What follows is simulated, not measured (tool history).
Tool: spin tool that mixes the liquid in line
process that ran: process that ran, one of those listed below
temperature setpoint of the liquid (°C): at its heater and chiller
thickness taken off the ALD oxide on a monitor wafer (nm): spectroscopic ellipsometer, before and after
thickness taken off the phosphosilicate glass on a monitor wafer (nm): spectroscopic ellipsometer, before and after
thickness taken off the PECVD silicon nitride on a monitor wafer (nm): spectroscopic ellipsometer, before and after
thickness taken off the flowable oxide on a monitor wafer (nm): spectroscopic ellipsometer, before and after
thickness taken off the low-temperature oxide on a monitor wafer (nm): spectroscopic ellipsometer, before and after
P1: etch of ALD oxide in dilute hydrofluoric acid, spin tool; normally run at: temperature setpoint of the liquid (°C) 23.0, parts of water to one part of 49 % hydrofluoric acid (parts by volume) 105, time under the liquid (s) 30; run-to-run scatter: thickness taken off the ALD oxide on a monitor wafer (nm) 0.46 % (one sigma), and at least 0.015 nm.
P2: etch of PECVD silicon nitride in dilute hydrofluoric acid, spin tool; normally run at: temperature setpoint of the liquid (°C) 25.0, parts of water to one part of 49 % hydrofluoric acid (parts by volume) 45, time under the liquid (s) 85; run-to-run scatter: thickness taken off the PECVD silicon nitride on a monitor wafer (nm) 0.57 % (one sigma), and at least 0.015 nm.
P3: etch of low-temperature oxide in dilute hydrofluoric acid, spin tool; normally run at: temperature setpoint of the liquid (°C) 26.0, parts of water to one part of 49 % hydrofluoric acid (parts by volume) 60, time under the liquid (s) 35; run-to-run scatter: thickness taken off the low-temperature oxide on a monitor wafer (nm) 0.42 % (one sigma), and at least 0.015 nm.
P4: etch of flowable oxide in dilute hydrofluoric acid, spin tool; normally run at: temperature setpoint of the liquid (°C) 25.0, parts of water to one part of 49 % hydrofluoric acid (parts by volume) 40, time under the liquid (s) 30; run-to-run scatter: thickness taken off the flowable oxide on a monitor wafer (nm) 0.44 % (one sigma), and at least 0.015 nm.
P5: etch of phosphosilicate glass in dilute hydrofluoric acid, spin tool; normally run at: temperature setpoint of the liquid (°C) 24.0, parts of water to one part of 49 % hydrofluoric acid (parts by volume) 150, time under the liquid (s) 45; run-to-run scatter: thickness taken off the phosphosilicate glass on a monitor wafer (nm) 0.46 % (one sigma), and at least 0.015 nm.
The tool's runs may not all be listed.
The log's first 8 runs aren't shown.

run     day  process that ran  temperature setpoint of the liquid (°C)  parts of water to one part of 49 % hydrofluoric acid (parts by volume)  time under the liquid (s)  hours since the thermometer was replaced  hours since the hydrofluoric acid flow meter was replaced  thickness taken off the ALD oxide on a monitor wafer (nm)  thickness taken off the phosphosilicate glass on a monitor wafer (nm)  thickness taken off the PECVD silicon nitride on a monitor wafer (nm)  thickness taken off the flowable oxide on a monitor wafer (nm)  thickness taken off the low-temperature oxide on a monitor wafer (nm)
  9   4.475                P2                                     25.0                                                                      45                         15                                     827.7                                                      428.5                                                                                                                                                                                                   1.9846
 10   4.842                P1                                     23.0                                                                     105                         60                                     836.5                                                      437.3                                                    12.9230
 11   5.292                P1                                     17.0                                                                     105                         30                                     847.3                                                      448.1                                                     5.0497
 12   5.808                P1                                     30.0                                                                      25                         30                                     859.7                                                      460.5                                                    39.8710
 13   6.333                P3                                     26.0                                                                      20                         35                                     872.3                                                      473.1                                                                                                                                                                                                                                                                                                                                          30.025
 14   6.867                P3                                     32.5                                                                      60                         35                                     885.1                                                      485.9                                                                                                                                                                                                                                                                                                                                          12.302
 15   7.533                P1                                     23.0                                                                     105                         15                                     901.1                                                      501.9                                                     3.2307
 16   8.025                P3                                     26.0                                                                      60                         50                                     912.9                                                      513.7                                                                                                                                                                                                                                                                                                                                          13.666
 17   8.650                P4                                     32.5                                                                      40                         30                                     927.9                                                      528.7                                                                                                                                                                                                                                                                   58.811
 18   9.138                P4                                     25.0                                                                      40                         50                                     939.6                                                      540.4                                                                                                                                                                                                                                                                   73.453
 19   9.750                P1                                     23.0                                                                     105                         30                                     954.3                                                      555.1                                                     6.3216
 20  10.121                P4                                     25.0                                                                      60                         30                                     963.2                                                      564.0                                                                                                                                                                                                                                                                   28.457
 21  10.650                P2                                     25.0                                                                      45                         85                                     975.9                                                      576.7                                                                                                                                                                                                  11.0720
 22  10.983                P5                                     24.0                                                                     150                         85                                     983.9                                                      584.7                                                                                                                            46.244
 23  11.442                P1                                     23.0                                                                      65                         30                                     994.9                                                      595.7                                                    10.8780
 24  12.092                P1                                     23.0                                                                     105                         30                                    1010.5                                                      611.3                                                     6.4040
 25  12.704                P1                                     23.0                                                                     105                         30                                    1025.2                                                      626.0                                                     6.4264
 26  13.092                P5                                     24.0                                                                     150                         45                                    1034.5                                                      635.3                                                                                                                            24.397

Run 27 comes next. What will it give?
 27  13.633                P2                                     19.0                                                                      45                         85                                    1047.5                                                      648.3                                                                                                                                                                                                        ?

{"run 27": {"thickness taken off the PECVD silicon nitride on a monitor wafer (nm)": 7.3403}}
